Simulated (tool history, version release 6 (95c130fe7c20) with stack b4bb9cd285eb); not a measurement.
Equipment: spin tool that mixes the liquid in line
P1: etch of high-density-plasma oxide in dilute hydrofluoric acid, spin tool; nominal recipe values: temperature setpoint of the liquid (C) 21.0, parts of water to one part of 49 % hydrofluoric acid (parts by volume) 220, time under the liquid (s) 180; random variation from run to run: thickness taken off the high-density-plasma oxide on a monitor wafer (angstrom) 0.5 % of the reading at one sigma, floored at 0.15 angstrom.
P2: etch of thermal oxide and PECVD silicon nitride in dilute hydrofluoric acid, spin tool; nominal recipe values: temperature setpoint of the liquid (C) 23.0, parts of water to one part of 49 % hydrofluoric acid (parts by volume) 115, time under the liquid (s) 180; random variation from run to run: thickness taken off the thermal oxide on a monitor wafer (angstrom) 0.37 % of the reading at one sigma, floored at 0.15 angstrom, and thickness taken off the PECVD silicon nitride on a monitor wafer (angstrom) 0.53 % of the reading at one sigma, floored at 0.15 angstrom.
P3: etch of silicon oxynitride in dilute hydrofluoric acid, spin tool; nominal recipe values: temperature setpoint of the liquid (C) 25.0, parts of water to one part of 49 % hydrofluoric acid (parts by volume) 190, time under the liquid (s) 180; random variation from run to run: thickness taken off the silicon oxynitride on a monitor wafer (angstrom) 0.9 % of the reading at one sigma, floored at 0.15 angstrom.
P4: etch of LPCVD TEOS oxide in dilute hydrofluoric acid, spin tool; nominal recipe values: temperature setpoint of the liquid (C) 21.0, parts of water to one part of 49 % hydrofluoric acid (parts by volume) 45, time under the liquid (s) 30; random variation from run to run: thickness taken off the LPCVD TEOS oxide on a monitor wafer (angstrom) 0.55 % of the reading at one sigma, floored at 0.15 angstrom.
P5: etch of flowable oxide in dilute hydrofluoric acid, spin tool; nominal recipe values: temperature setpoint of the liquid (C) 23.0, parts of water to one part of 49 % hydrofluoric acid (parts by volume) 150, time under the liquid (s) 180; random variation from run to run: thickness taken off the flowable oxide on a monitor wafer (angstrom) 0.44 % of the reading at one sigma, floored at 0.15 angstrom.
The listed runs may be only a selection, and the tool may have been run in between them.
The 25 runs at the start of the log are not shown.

| run | hour | process that ran | temperature setpoint of the liquid (C) | parts of water to one part of 49 % hydrofluoric acid (parts by volume) | time under the liquid (s) | thickness taken off the high-density-plasma oxide on a monitor wafer (angstrom) | thickness taken off the flowable oxide on a monitor wafer (angstrom) | thickness taken off the silicon oxynitride on a monitor wafer (angstrom) | thickness taken off the LPCVD TEOS oxide on a monitor wafer (angstrom) | thickness taken off the thermal oxide on a monitor wafer (angstrom) | thickness taken off the PECVD silicon nitride on a monitor wafer (angstrom) |
|---|---|---|---|---|---|---|---|---|---|---|---|
| 26 | 291.9 | P4 | 21.0 | 45 | 30 |  |  |  | 194.020 |  |  |
| 27 | 304.5 | P1 | 21.0 | 350 | 180 | 26.2250 |  |  |  |  |  |
| 28 | 312.4 | P4 | 29.0 | 45 | 30 |  |  |  | 268.920 |  |  |
| 29 | 323.5 | P1 | 21.0 | 220 | 290 | 75.6130 |  |  |  |  |  |
| 30 | 338.0 | P5 | 19.0 | 150 | 180 |  | 372.02 |  |  |  |  |
| 31 | 349.8 | P3 | 25.0 | 190 | 180 |  |  | 29.269 |  |  |  |
| 32 | 362.1 | P2 | 29.0 | 115 | 180 |  |  |  |  | 87.859 | 122.510 |
| 33 | 369.8 | P2 | 23.0 | 115 | 180 |  |  |  |  | 69.329 | 82.540 |
| 34 | 380.1 | P1 | 21.0 | 220 | 180 | 46.9080 |  |  |  |  |  |

Predict the results of run 35:
| 35 | 392.4 | P1 | 21.0 | 220 | 180 | ? |  |  |  |  |  |

Run 35 came out at thickness taken off the high-density-plasma oxide on a monitor wafer (angstrom) 46.1300.

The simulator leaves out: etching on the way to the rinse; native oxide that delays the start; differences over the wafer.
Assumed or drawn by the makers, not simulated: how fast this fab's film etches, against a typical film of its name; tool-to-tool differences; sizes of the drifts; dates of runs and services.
